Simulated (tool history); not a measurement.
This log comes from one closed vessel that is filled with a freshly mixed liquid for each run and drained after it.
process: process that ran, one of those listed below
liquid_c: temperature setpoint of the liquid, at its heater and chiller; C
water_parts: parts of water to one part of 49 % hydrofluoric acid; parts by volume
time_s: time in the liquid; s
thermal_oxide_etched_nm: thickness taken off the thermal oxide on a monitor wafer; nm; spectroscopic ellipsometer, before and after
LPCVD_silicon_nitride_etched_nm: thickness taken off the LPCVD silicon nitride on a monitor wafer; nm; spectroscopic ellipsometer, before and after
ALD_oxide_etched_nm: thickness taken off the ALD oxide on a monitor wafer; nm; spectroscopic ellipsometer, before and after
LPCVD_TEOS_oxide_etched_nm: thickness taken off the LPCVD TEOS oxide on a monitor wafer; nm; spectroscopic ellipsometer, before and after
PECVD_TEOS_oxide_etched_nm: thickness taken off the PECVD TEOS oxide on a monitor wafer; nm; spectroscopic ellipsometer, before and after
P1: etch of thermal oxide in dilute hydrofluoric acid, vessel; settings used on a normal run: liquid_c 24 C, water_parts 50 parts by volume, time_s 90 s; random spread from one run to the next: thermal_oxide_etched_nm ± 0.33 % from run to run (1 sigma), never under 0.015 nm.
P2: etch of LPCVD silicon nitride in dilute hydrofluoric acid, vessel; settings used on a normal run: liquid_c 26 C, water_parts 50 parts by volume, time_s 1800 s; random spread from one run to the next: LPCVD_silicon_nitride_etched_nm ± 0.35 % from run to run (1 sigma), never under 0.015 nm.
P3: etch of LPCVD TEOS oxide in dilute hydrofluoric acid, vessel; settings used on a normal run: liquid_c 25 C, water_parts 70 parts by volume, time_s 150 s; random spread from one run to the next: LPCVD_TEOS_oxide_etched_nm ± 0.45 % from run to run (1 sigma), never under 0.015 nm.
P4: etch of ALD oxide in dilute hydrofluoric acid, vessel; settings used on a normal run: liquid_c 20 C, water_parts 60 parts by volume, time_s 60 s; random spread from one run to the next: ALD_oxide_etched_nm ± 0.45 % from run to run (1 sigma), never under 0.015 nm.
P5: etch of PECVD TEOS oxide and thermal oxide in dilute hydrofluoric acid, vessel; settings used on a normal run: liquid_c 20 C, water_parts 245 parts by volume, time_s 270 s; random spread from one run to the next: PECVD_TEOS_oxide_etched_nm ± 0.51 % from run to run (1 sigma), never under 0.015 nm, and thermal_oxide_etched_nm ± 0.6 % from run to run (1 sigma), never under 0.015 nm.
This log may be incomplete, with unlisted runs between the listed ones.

run,hour,process,liquid_c,water_parts,time_s,hours since the thermometer was replaced,hours since the hydrofluoric acid flow meter was replaced,thermal_oxide_etched_nm,LPCVD_silicon_nitride_etched_nm,ALD_oxide_etched_nm,LPCVD_TEOS_oxide_etched_nm,PECVD_TEOS_oxide_etched_nm
1,5,P1,24,50,90,1557.5,1237.2,9.0853,,,,
2,7.9,P2,26,50,1800,1560.4,1240.1,,19.73,,,
3,11.2,P1,24,50,170,1563.7,1243.4,17.247,,,,
4,16.1,P4,20,60,95,1568.6,1248.3,,,20.416,,
5,20.4,P3,25,70,285,1572.9,1252.6,,,,84.266,
6,24.4,P1,24,75,90,1576.9,1256.6,5.889,,,,
# hour 27.2: hydrofluoric acid flow meter replaced
7,28.1,P3,25,70,150,1580.6,1,,,,44.515,
8,31.6,P4,20,60,60,1584.1,4.5,,,12.912,,
9,35.7,P1,24,50,90,1588.2,8.6,9.063,,,,
10,39.9,P5,26.5,245,270,1592.4,12.8,4.797,,,,12.734
11,42.4,P5,20,50,270,1594.9,15.3,22.933,,,,60.499
12,46.4,P1,24,50,30,1598.9,19.3,3.0279,,,,
13,50.8,P3,25,20,150,1603.3,23.7,,,,166.82,
14,53.5,P4,20,95,60,1606,26.4,,,7.709,,
15,58.5,P1,24,50,90,1611,31.4,9.099,,,,
16,63.7,P1,31.5,50,165,1616.2,36.6,22.486,,,,
17,69.1,P5,20,245,30,1621.6,42,0.41564,,,,1.0886
18,73.5,P1,18.5,50,90,1626,46.4,7.2373,,,,
19,77.2,P4,17,60,60,1629.7,50.1,,,11.402,,
20,80.1,P1,24,20,90,1632.6,53,23.643,,,,
21,85,P3,17,70,150,1637.5,57.9,,,,32.155,
22,89.8,P2,26,50,3230,1642.3,62.7,,35.166,,,
23,94.5,P2,26,25,1800,1647,67.4,,38.409,,,
24,99.8,P2,26,50,1800,1652.3,72.7,,19.683,,,
25,102.7,P1,24,50,90,1655.2,75.6,9.0999,,,,
26,105.3,P1,24,50,90,1657.8,78.2,9.0389,,,,
27,109.1,P5,20,245,270,1661.6,82,3.7883,,,,10.032
28,112.6,P3,25,70,150,1665.1,85.5,,,,44.807,
29,117.4,P1,24,50,90,1669.9,90.3,9.0388,,,,
30,122,P2,19,50,1800,1674.5,94.9,,12.177,,,
31,127.3,P1,31,50,90,1679.8,100.2,11.918,,,,
32,130.4,P1,24,50,90,1682.9,103.3,9.0746,,,,
33,135,P1,24,50,90,1687.5,107.9,9.3873,,,,
34,139.3,P1,24,50,90,1691.8,112.2,9.642,,,,
35,143.8,P1,24,50,90,1696.3,116.7,9.7499,,,,
36,148.5,P1,24,50,90,1701,121.4,9.8478,,,,
37,151.1,P1,24,50,90,1703.6,124,9.9216,,,,
38,154.4,P1,24,50,90,1706.9,127.3,9.9432,,,,
39,158.3,P1,24,50,90,1710.8,131.2,9.979,,,,
40,163.1,P1,24,50,90,1715.6,136,9.9631,,,,
41,166.2,P1,24,50,90,1718.7,139.1,9.9945,,,,
42,170.4,P1,24,50,90,1722.9,143.3,10.039,,,,

P1 has crept away from where it was. The log is fitted equally well by each of these 2 causes, at the sizes shown:
A: liquid hotter than its thermometer reads (K) = 2.42
B: hydrofluoric acid flow above the setpoint (%) = 9.71
The drift started at roughly hour 130.4.

Of the 4 check runs listed below, each run on one wafer and each result written as a question mark, which would let you distinguish the listed causes because they would give clearly different results?
check 1,174.6,P2,19.5,50,2575,,,,?,,,
check 2,174.6,P5,20,180,30,,,?,,,,?
check 3,174.6,P4,17,60,60,,,,,?,,
check 4,174.6,P3,20.5,30,150,,,,,,?,

What each check would give under each cause:
check,result,if A,if B
check 1,LPCVD_silicon_nitride_etched_nm,21.351,19.765
check 2,thermal_oxide_etched_nm,0.6712,0.68164
check 2,PECVD_TEOS_oxide_etched_nm,1.7761,1.8037
check 3,ALD_oxide_etched_nm,12.582,12.519
check 4,LPCVD_TEOS_oxide_etched_nm,100.57,99.88
Separation of the two closest causes in each check, using whichever result separates them best: check 1 7.72 %; check 2 1.54 %; check 3 0.5 %; check 4 0.69 %
The causes can be told apart only by check 1. The other checks would give nearly the same results under each of them.

The results of check 1 are: LPCVD_silicon_nitride_etched_nm 19.751 nm. Based on these, which of the listed causes is it?

It is B: hydrofluoric acid flow above the setpoint (%).

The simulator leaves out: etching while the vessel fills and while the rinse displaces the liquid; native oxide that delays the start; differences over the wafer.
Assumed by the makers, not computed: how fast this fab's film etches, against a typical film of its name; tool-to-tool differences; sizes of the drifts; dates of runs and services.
